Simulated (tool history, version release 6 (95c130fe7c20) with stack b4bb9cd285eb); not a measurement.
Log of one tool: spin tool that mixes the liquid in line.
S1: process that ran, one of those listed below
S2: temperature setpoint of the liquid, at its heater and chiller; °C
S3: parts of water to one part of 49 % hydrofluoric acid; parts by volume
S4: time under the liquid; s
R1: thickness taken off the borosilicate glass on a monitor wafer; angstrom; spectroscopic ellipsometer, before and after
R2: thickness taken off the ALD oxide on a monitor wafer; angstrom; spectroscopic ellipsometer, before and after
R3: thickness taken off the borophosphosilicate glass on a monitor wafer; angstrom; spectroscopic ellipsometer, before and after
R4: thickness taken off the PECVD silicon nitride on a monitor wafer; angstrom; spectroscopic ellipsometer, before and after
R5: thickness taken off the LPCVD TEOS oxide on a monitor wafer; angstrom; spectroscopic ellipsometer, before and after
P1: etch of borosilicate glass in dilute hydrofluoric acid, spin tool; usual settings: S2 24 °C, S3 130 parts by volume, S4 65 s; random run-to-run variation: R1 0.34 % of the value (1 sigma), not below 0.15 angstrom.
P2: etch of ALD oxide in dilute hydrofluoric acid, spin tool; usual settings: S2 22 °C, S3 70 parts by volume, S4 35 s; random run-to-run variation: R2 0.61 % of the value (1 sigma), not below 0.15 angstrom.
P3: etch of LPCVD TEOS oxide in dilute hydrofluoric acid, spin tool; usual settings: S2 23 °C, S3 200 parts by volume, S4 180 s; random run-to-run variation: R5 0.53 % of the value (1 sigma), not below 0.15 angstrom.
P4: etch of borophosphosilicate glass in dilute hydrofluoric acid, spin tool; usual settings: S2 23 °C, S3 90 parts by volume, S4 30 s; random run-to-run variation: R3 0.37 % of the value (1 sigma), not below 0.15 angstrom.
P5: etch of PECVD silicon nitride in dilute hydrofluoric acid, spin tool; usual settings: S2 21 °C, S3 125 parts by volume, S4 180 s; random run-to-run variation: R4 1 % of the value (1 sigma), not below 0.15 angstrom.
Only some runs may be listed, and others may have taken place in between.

Run 1, hour 5.6: S1 P1, S2 24 °C, S3 130 parts by volume, S4 65 s. Result: R1 174.01 angstrom.
Run 2, hour 11.3: S1 P2, S2 22 °C, S3 70 parts by volume, S4 70 s. Result: R2 94.365 angstrom.
Run 3, hour 16.7: S1 P1, S2 24 °C, S3 130 parts by volume, S4 15 s. Result: R1 39.439 angstrom.
Run 4, hour 22.9: S1 P1, S2 19.5 °C, S3 130 parts by volume, S4 65 s. Result: R1 144.62 angstrom.
Run 5, hour 26.9: S1 P1, S2 24 °C, S3 130 parts by volume, S4 65 s. Result: R1 172.68 angstrom.
Run 6, hour 29.7: S1 P1, S2 31.5 °C, S3 130 parts by volume, S4 65 s. Result: R1 229.05 angstrom.
Run 7, hour 32.5: S1 P4, S2 27 °C, S3 90 parts by volume, S4 30 s. Result: R3 220.84 angstrom.
Run 8, hour 37.8: S1 P2, S2 27 °C, S3 70 parts by volume, S4 35 s. Result: R2 57.178 angstrom.
Run 9, hour 40.7: S1 P1, S2 24 °C, S3 130 parts by volume, S4 65 s. Result: R1 173.2 angstrom.
Run 10, hour 44: S1 P4, S2 23 °C, S3 90 parts by volume, S4 15 s. Result: R3 94.051 angstrom.
Run 11, hour 47.2: S1 P4, S2 23 °C, S3 90 parts by volume, S4 30 s. Result: R3 188.18 angstrom.
Run 12, hour 51.4: S1 P2, S2 22 °C, S3 70 parts by volume, S4 35 s. Result: R2 47.137 angstrom.
Run 13, hour 54.8: S1 P1, S2 24 °C, S3 130 parts by volume, S4 65 s. Result: R1 172.13 angstrom.
Run 14, hour 60.3: S1 P5, S2 21 °C, S3 225 parts by volume, S4 180 s. Result: R4 12.203 angstrom.
Run 15, hour 64: S1 P4, S2 23 °C, S3 165 parts by volume, S4 30 s. Result: R3 94.682 angstrom.
Run 16, hour 67.4: S1 P2, S2 22 °C, S3 40 parts by volume, S4 35 s. Result: R2 84.874 angstrom.
Run 17, hour 72.1: S1 P3, S2 23 °C, S3 280 parts by volume, S4 180 s. Result: R5 167.52 angstrom.
Run 18, hour 77.8: S1 P1, S2 24 °C, S3 65 parts by volume, S4 15 s. Result: R1 86.25 angstrom.
At hour 81: thermometer replaced.
Run 19, hour 81.7: S1 P3, S2 23 °C, S3 200 parts by volume, S4 180 s. Result: R5 254.43 angstrom.
Run 20, hour 87: S1 P1, S2 24 °C, S3 130 parts by volume, S4 65 s. Result: R1 173.45 angstrom.
Run 21, hour 90.7: S1 P3, S2 27.5 °C, S3 200 parts by volume, S4 180 s. Result: R5 299.42 angstrom.
Run 22, hour 94.6: S1 P1, S2 24 °C, S3 230 parts by volume, S4 65 s. Result: R1 87.509 angstrom.
Run 23, hour 99.9: S1 P4, S2 23 °C, S3 90 parts by volume, S4 30 s. Result: R3 188.95 angstrom.
Run 24, hour 105: S1 P1, S2 24 °C, S3 65 parts by volume, S4 65 s. Result: R1 374.79 angstrom.
Run 25, hour 108.4: S1 P3, S2 23 °C, S3 200 parts by volume, S4 345 s. Result: R5 487.94 angstrom.
Run 26, hour 112.9: S1 P2, S2 22 °C, S3 70 parts by volume, S4 35 s. Result: R2 46.406 angstrom.
Run 27, hour 116.7: S1 P5, S2 17 °C, S3 125 parts by volume, S4 180 s. Result: R4 16.06 angstrom.
Run 28, hour 119.5: S1 P3, S2 23 °C, S3 200 parts by volume, S4 180 s. Result: R5 251.82 angstrom.
Run 29, hour 125.1: S1 P1, S2 24 °C, S3 130 parts by volume, S4 95 s. Result: R1 253.5 angstrom.
Run 30, hour 130.9: S1 P5, S2 21 °C, S3 125 parts by volume, S4 360 s. Result: R4 41.84 angstrom.
Run 31, hour 134: S1 P1, S2 17 °C, S3 65 parts by volume, S4 65 s. Result: R1 279.33 angstrom.
Run 32, hour 139.5: S1 P5, S2 21 °C, S3 125 parts by volume, S4 180 s. Result: R4 21.536 angstrom.
Run 33, hour 142.9: S1 P1, S2 24 °C, S3 130 parts by volume, S4 65 s. Result: R1 172.27 angstrom.
Run 34, hour 146.9: S1 P1, S2 24 °C, S3 130 parts by volume, S4 65 s. Result: R1 167.41 angstrom.
Run 35, hour 149.7: S1 P1, S2 24 °C, S3 130 parts by volume, S4 65 s. Result: R1 165.63 angstrom.
Run 36, hour 153: S1 P1, S2 24 °C, S3 130 parts by volume, S4 65 s. Result: R1 163.7 angstrom.
Run 37, hour 158.6: S1 P1, S2 24 °C, S3 130 parts by volume, S4 65 s. Result: R1 161.37 angstrom.
Run 38, hour 163.7: S1 P1, S2 24 °C, S3 130 parts by volume, S4 65 s. Result: R1 162.4 angstrom.
Run 39, hour 166.9: S1 P1, S2 24 °C, S3 130 parts by volume, S4 65 s. Result: R1 159.71 angstrom.
Run 40, hour 170.1: S1 P1, S2 24 °C, S3 130 parts by volume, S4 65 s. Result: R1 161.99 angstrom.

P1 no longer gives what it gave before; its output has crept away from where it was. The following 2 causes, each at its listed size, fit the log equally well:
A: hydrofluoric acid flow below the setpoint (%) = 6.07
B: liquid colder than its thermometer reads (K) = 1.86
The gradual shift began around hour 142.9.

4 check runs are offered, each on 2 wafers whose results are averaged, their results left as question marks. Which one tells the causes apart?
Run check 1, hour 173.3: S1 P5, S2 21 °C, S3 125 parts by volume, S4 180 s. Result: R4 ?.
Run check 2, hour 173.3: S1 P2, S2 22 °C, S3 70 parts by volume, S4 35 s. Result: R2 ?.
Run check 3, hour 173.3: S1 P3, S2 23 °C, S3 200 parts by volume, S4 180 s. Result: R5 ?.
Run check 4, hour 173.3: S1 P4, S2 23 °C, S3 90 parts by volume, S4 30 s. Result: R3 ?.

Check results expected under each cause:
  check  result    if A    if B
check 1      R4  19.877  18.644
check 2      R2  43.735  43.338
check 3      R5  234.86  236.24
check 4      R3  175.68  174.66
Smallest distance between any two causes, each pair judged by its most separating result, in per cent: check 1 6.41 %; check 2 0.91 %; check 3 0.59 %; check 4 0.58 %
Check 1 distinguishes between the causes, while the remaining checks would return nearly the same result for all of them.

Here is what check 1 returned: R4 20.147 angstrom. Which cause is it?

Of the candidate causes, it is A: hydrofluoric acid flow below the setpoint (%).
